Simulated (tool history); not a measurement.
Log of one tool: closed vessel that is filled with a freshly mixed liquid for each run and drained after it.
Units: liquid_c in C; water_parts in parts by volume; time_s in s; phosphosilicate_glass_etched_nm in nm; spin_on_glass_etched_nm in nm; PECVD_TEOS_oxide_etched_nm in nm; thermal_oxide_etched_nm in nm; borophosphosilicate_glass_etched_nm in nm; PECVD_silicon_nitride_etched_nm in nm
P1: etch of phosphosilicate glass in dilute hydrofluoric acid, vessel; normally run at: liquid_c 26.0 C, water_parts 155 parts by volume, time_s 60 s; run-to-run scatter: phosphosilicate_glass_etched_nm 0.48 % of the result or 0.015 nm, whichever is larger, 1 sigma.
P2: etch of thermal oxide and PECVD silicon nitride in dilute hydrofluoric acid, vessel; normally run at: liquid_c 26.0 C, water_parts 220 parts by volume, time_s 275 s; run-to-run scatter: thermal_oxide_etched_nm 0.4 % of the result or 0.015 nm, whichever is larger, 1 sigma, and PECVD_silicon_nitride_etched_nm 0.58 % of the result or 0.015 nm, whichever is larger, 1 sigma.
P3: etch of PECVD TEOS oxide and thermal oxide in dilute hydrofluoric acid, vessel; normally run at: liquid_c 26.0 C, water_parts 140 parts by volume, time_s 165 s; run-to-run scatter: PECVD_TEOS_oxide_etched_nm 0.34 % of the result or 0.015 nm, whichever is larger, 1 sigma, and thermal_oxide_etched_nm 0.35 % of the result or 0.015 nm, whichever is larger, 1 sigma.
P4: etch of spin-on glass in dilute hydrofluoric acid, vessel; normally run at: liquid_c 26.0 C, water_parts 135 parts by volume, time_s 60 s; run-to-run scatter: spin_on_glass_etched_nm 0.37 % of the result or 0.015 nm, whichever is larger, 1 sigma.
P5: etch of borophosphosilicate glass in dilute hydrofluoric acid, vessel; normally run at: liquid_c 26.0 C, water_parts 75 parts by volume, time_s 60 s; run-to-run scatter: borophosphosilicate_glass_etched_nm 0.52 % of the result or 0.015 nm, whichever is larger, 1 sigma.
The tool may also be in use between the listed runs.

| run | hour | process | liquid_c | water_parts | time_s | phosphosilicate_glass_etched_nm | spin_on_glass_etched_nm | PECVD_TEOS_oxide_etched_nm | thermal_oxide_etched_nm | borophosphosilicate_glass_etched_nm | PECVD_silicon_nitride_etched_nm |
|---|---|---|---|---|---|---|---|---|---|---|---|
| 1 | 6.3 | P1 | 26.0 | 155 | 60 | 35.099 |  |  |  |  |  |
| 2 | 12.5 | P1 | 26.0 | 155 | 60 | 35.167 |  |  |  |  |  |
| 3 | 16.1 | P4 | 32.0 | 135 | 60 |  | 26.811 |  |  |  |  |
| 4 | 23.9 | P1 | 32.5 | 155 | 60 | 44.719 |  |  |  |  |  |
| 5 | 31.2 | P3 | 26.0 | 60 | 165 |  |  | 56.443 | 15.1470 |  |  |
| 6 | 36.7 | P1 | 33.0 | 155 | 90 | 68.260 |  |  |  |  |  |
| 7 | 42.0 | P5 | 26.0 | 75 | 60 |  |  |  |  | 40.487 |  |
| 8 | 47.4 | P2 | 26.0 | 220 | 95 |  |  |  | 2.0620 |  | 1.2092 |
| 9 | 54.0 | P1 | 26.0 | 155 | 60 | 35.023 |  |  |  |  |  |
| 10 | 60.8 | P5 | 26.0 | 105 | 60 |  |  |  |  | 27.941 |  |
|  | 65.5 | hydrofluoric acid flow meter replaced |
| 11 | 68.0 | P4 | 26.0 | 75 | 60 |  | 41.485 |  |  |  |  |
| 12 | 71.9 | P1 | 26.0 | 155 | 60 | 35.115 |  |  |  |  |  |
| 13 | 78.0 | P3 | 26.0 | 140 | 165 |  |  | 21.849 | 5.8886 |  |  |
| 14 | 83.7 | P3 | 26.0 | 140 | 305 |  |  | 40.091 | 10.8370 |  |  |
| 15 | 90.8 | P3 | 34.0 | 140 | 165 |  |  | 29.130 | 7.8548 |  |  |
| 16 | 97.6 | P2 | 26.0 | 130 | 275 |  |  |  | 11.1830 |  | 5.9023 |
| 17 | 102.0 | P1 | 26.0 | 90 | 60 | 65.327 |  |  |  |  |  |
| 18 | 107.9 | P5 | 20.5 | 75 | 60 |  |  |  |  | 32.805 |  |
| 19 | 112.8 | P3 | 26.0 | 140 | 165 |  |  | 21.856 | 5.8770 |  |  |
| 20 | 119.7 | P2 | 21.5 | 220 | 275 |  |  |  | 5.0095 |  | 2.6027 |
| 21 | 125.8 | P2 | 26.0 | 220 | 275 |  |  |  | 5.9564 |  | 3.4742 |
| 22 | 129.6 | P1 | 26.0 | 155 | 115 | 67.554 |  |  |  |  |  |
| 23 | 133.3 | P4 | 26.0 | 135 | 60 |  | 21.511 |  |  |  |  |
| 24 | 139.9 | P2 | 26.0 | 220 | 275 |  |  |  | 5.9349 |  | 3.5109 |
| 25 | 143.9 | P4 | 26.0 | 135 | 115 |  | 40.931 |  |  |  |  |
| 26 | 149.1 | P1 | 26.0 | 155 | 60 | 35.135 |  |  |  |  |  |
| 27 | 153.6 | P1 | 26.0 | 155 | 30 | 17.629 |  |  |  |  |  |
| 28 | 159.1 | P1 | 26.0 | 155 | 60 | 35.352 |  |  |  |  |  |
| 29 | 165.8 | P1 | 26.0 | 280 | 60 | 17.003 |  |  |  |  |  |
| 30 | 170.2 | P1 | 33.0 | 265 | 60 | 23.112 |  |  |  |  |  |
| 31 | 177.4 | P5 | 26.0 | 75 | 60 |  |  |  |  | 40.900 |  |
| 32 | 185.1 | P1 | 21.0 | 155 | 60 | 29.152 |  |  |  |  |  |
| 33 | 192.8 | P5 | 26.0 | 75 | 100 |  |  |  |  | 67.965 |  |
| 34 | 199.7 | P4 | 26.0 | 135 | 60 |  | 21.532 |  |  |  |  |
| 35 | 204.1 | P1 | 26.0 | 155 | 60 | 35.105 |  |  |  |  |  |
| 36 | 211.1 | P1 | 26.0 | 155 | 60 | 33.714 |  |  |  |  |  |
| 37 | 215.3 | P1 | 26.0 | 155 | 60 | 33.252 |  |  |  |  |  |
| 38 | 219.1 | P1 | 26.0 | 155 | 60 | 32.752 |  |  |  |  |  |
| 39 | 225.9 | P1 | 26.0 | 155 | 60 | 32.303 |  |  |  |  |  |
| 40 | 233.0 | P1 | 26.0 | 155 | 60 | 32.380 |  |  |  |  |  |
| 41 | 237.5 | P1 | 26.0 | 155 | 60 | 32.076 |  |  |  |  |  |
| 42 | 243.0 | P1 | 26.0 | 155 | 60 | 32.139 |  |  |  |  |  |
| 43 | 247.1 | P1 | 26.0 | 155 | 60 | 32.080 |  |  |  |  |  |

What P1 gives has crept away from where it was. These 2 causes fit the log equally well, each at the size given:
A: liquid colder than its thermometer reads (K) = 2.46
B: hydrofluoric acid flow below the setpoint (%) = 7.49
The creep began at about hour 204.1.

4 check runs are offered, one wafer each, their results left as question marks. Which one tells the causes apart?
| check 1 | 251.2 | P4 | 26.0 | 135 | 60 |  | ? |  |  |  |  |
| check 2 | 251.2 | P5 | 26.0 | 75 | 60 |  |  |  |  | ? |  |
| check 3 | 251.2 | P2 | 26.0 | 220 | 275 |  |  |  | ? |  | ? |
| check 4 | 251.2 | P3 | 26.0 | 140 | 165 |  |  | ? | ? |  |  |

What each check would give under each cause:
| check | result | if A | if B |
|---|---|---|---|
| check 1 | spin_on_glass_etched_nm | 19.517 | 19.580 |
| check 2 | borophosphosilicate_glass_etched_nm | 37.034 | 37.508 |
| check 3 | thermal_oxide_etched_nm | 5.4270 | 5.3823 |
| check 3 | PECVD_silicon_nitride_etched_nm | 2.9639 | 3.1959 |
| check 4 | PECVD_TEOS_oxide_etched_nm | 19.834 | 19.884 |
| check 4 | thermal_oxide_etched_nm | 5.3438 | 5.3573 |
How far apart the two closest causes lie, in the result that separates them most: check 1 0.32 %; check 2 1.27 %; check 3 7.54 %; check 4 0.25 %
Check 3 tells the causes apart: in the others they would give nearly the same result.

Then check 3 was run and gave: thermal_oxide_etched_nm 5.4182 nm; PECVD_silicon_nitride_etched_nm 2.9418 nm. Which cause is it?

It is A: liquid colder than its thermometer reads (K).
